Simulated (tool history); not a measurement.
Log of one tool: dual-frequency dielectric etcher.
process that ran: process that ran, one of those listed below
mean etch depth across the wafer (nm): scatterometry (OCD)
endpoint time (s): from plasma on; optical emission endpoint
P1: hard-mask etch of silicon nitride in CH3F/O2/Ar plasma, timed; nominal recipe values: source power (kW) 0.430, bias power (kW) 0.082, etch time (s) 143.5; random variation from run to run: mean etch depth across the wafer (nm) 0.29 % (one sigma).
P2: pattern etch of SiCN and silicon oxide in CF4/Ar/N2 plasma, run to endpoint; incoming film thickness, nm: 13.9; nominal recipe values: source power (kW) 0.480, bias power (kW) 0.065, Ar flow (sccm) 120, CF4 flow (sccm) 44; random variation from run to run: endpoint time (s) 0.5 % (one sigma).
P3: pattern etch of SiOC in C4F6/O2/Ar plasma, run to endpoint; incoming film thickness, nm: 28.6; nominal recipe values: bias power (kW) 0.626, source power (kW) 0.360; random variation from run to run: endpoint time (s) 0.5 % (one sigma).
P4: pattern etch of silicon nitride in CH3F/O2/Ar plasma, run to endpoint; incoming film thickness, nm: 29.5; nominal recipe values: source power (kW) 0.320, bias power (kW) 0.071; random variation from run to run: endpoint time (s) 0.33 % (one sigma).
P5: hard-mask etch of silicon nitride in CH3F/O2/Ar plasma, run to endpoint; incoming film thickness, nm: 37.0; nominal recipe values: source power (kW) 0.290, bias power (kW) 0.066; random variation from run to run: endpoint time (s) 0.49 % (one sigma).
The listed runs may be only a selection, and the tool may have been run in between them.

| run | hour | process that ran | source power (kW) | bias power (kW) | etch time (s) | Ar flow (sccm) | CF4 flow (sccm) | hours since the last wet clean | hours since the last source power generator calibration | hours since the last bias power generator calibration | mean etch depth across the wafer (nm) | endpoint time (s) |
|---|---|---|---|---|---|---|---|---|---|---|---|---|
| 1 | 7.4 | P1 | 0.430 | 0.082 | 143.5 |  |  | 415.1 | 2146.2 | 1232.0 | 107.460 |  |
| 2 | 18.5 | P1 | 0.430 | 0.082 | 92.5 |  |  | 426.2 | 2157.3 | 1243.1 | 69.549 |  |
| 3 | 24.6 | P1 | 0.300 | 0.082 | 143.5 |  |  | 432.3 | 2163.4 | 1249.2 | 94.711 |  |
| 4 | 33.5 | P2 | 0.480 | 0.065 |  | 120 | 44 | 441.2 | 2172.3 | 1258.1 |  | 17.2920 |
| 5 | 44.3 | P1 | 0.430 | 0.082 | 143.5 |  |  | 452.0 | 2183.1 | 1268.9 | 108.930 |  |
| 6 | 53.4 | P1 | 0.430 | 0.098 | 178.5 |  |  | 461.1 | 2192.2 | 1278.0 | 143.200 |  |
| 7 | 60.6 | P1 | 0.430 | 0.082 | 193.0 |  |  | 468.3 | 2199.4 | 1285.2 | 145.210 |  |
| 8 | 68.4 | P1 | 0.430 | 0.100 | 79.0 |  |  | 476.1 | 2207.2 | 1293.0 | 64.045 |  |
| 9 | 74.4 | P1 | 0.430 | 0.098 | 143.5 |  |  | 482.1 | 2213.2 | 1299.0 | 115.090 |  |
| 10 | 82.9 | P4 | 0.320 | 0.071 |  |  |  | 490.6 | 2221.7 | 1307.5 |  | 46.5270 |
| 11 | 89.9 | P4 | 0.210 | 0.071 |  |  |  | 497.6 | 2228.7 | 1314.5 |  | 54.5680 |
| 12 | 101.1 | P2 | 0.480 | 0.065 |  | 120 | 44 | 508.8 | 2239.9 | 1325.7 |  | 17.5670 |
| 13 | 108.9 | P2 | 0.620 | 0.065 |  | 120 | 44 | 516.6 | 2247.7 | 1333.5 |  | 13.8660 |
| 14 | 114.7 | P4 | 0.320 | 0.071 |  |  |  | 522.4 | 2253.5 | 1339.3 |  | 46.3910 |
| 15 | 121.6 | P2 | 0.480 | 0.088 |  | 120 | 44 | 529.3 | 2260.4 | 1346.2 |  | 15.6550 |
| 16 | 128.9 | P2 | 0.480 | 0.065 |  | 120 | 35 | 536.6 | 2267.7 | 1353.5 |  | 18.1520 |
| 17 | 137.6 | P1 | 0.430 | 0.055 | 143.5 |  |  | 545.3 | 2276.4 | 1362.2 | 94.181 |  |
| 18 | 145.7 | P1 | 0.290 | 0.082 | 204.5 |  |  | 553.4 | 2284.5 | 1370.3 | 132.390 |  |
| 19 | 155.1 | P1 | 0.530 | 0.082 | 143.5 |  |  | 562.8 | 2293.9 | 1379.7 | 117.010 |  |
| 20 | 160.8 | P5 | 0.290 | 0.051 |  |  |  | 568.5 | 2299.6 | 1385.4 |  | 66.4790 |
|  | 166.6 | wet clean of the chamber |
| 21 | 171.8 | P1 | 0.430 | 0.082 | 143.5 |  |  | 5.2 | 2310.6 | 1396.4 | 107.870 |  |
| 22 | 179.2 | P2 | 0.480 | 0.065 |  | 161 | 44 | 12.6 | 2318.0 | 1403.8 |  | 18.4810 |
| 23 | 185.6 | P1 | 0.430 | 0.082 | 143.5 |  |  | 19.0 | 2324.4 | 1410.2 | 107.880 |  |
| 24 | 193.0 | P3 | 0.360 | 0.769 |  |  |  | 26.4 | 2331.8 | 1417.6 |  | 8.2917 |
| 25 | 200.5 | P5 | 0.290 | 0.066 |  |  |  | 33.9 | 2339.3 | 1425.1 |  | 61.2980 |
| 26 | 206.7 | P3 | 0.360 | 0.626 |  |  |  | 40.1 | 2345.5 | 1431.3 |  | 9.0861 |
| 27 | 215.4 | P4 | 0.320 | 0.051 |  |  |  | 48.8 | 2354.2 | 1440.0 |  | 51.9150 |
| 28 | 226.7 | P3 | 0.480 | 0.626 |  |  |  | 60.1 | 2365.5 | 1451.3 |  | 8.1073 |
| 29 | 233.7 | P5 | 0.190 | 0.066 |  |  |  | 67.1 | 2372.5 | 1458.3 |  | 72.1680 |
| 30 | 242.2 | P1 | 0.430 | 0.082 | 143.5 |  |  | 75.6 | 2381.0 | 1466.8 | 107.940 |  |
| 31 | 248.8 | P1 | 0.430 | 0.082 | 143.5 |  |  | 82.2 | 2387.6 | 1473.4 | 108.340 |  |
| 32 | 259.8 | P1 | 0.430 | 0.082 | 143.5 |  |  | 93.2 | 2398.6 | 1484.4 | 109.070 |  |
| 33 | 267.0 | P1 | 0.430 | 0.082 | 143.5 |  |  | 100.4 | 2405.8 | 1491.6 | 109.110 |  |
| 34 | 274.4 | P1 | 0.430 | 0.082 | 143.5 |  |  | 107.8 | 2413.2 | 1499.0 | 109.380 |  |
| 35 | 284.0 | P1 | 0.430 | 0.082 | 143.5 |  |  | 117.4 | 2422.8 | 1508.6 | 109.030 |  |
|  | 289.1 | wet clean of the chamber |
| 36 | 289.4 | P1 | 0.430 | 0.082 | 143.5 |  |  | 0.3 | 2428.2 | 1514.0 | 109.890 |  |
| 37 | 294.4 | P1 | 0.430 | 0.082 | 143.5 |  |  | 5.3 | 2433.2 | 1519.0 | 109.570 |  |
| 38 | 302.8 | P1 | 0.430 | 0.082 | 143.5 |  |  | 13.7 | 2441.6 | 1527.4 | 109.750 |  |
| 39 | 309.1 | P1 | 0.430 | 0.082 | 143.5 |  |  | 20.0 | 2447.9 | 1533.7 | 109.660 |  |
| 40 | 317.9 | P1 | 0.430 | 0.082 | 143.5 |  |  | 28.8 | 2456.7 | 1542.5 | 109.660 |  |

P1 has crept away from where it was. The log is fitted equally well by each of these 2 causes, at the sizes shown:
A: source power that arrives over what is set, % = 4.32
B: bias power that arrives over what is set, % = 4.62
At approximately hour 248.8, the process output began to creep.
What rules out each remaining cause:
chamber walls in a state that raises the etch rate, %: maintenance at hour 289.1, after the shift began, did not return the process to its former output

Each of the check runs listed below is run on 3 wafers and reports their average, with the results left as question marks. Pick the one under which the possible causes would lead to clearly different results.
| check 1 | 326.7 | P4 | 0.320 | 0.071 |  |  |  |  |  |  |  | ? |
| check 2 | 326.7 | P3 | 0.360 | 0.626 |  |  |  |  |  |  |  | ? |
| check 3 | 326.7 | P5 | 0.290 | 0.066 |  |  |  |  |  |  |  | ? |
| check 4 | 326.7 | P2 | 0.480 | 0.065 |  | 120 | 44 |  |  |  |  | ? |

Outcome of each check run for each possible cause:
| check | result | if A | if B |
|---|---|---|---|
| check 1 | endpoint time (s) | 45.7030 | 45.7120 |
| check 2 | endpoint time (s) | 8.8983 | 8.8798 |
| check 3 | endpoint time (s) | 60.2890 | 60.3120 |
| check 4 | endpoint time (s) | 16.8420 | 17.1880 |
Smallest distance between any two causes, each pair judged by its most separating result, in per cent: check 1 0.02 %; check 2 0.21 %; check 3 0.04 %; check 4 2.03 %
The causes can be told apart only by check 4. The other checks would give nearly the same results under each of them.

Running check 4 produced the following: endpoint time (s) 17.2360. Which one of the listed causes fits?

Of the candidate causes, it is B: bias power that arrives over what is set, %.

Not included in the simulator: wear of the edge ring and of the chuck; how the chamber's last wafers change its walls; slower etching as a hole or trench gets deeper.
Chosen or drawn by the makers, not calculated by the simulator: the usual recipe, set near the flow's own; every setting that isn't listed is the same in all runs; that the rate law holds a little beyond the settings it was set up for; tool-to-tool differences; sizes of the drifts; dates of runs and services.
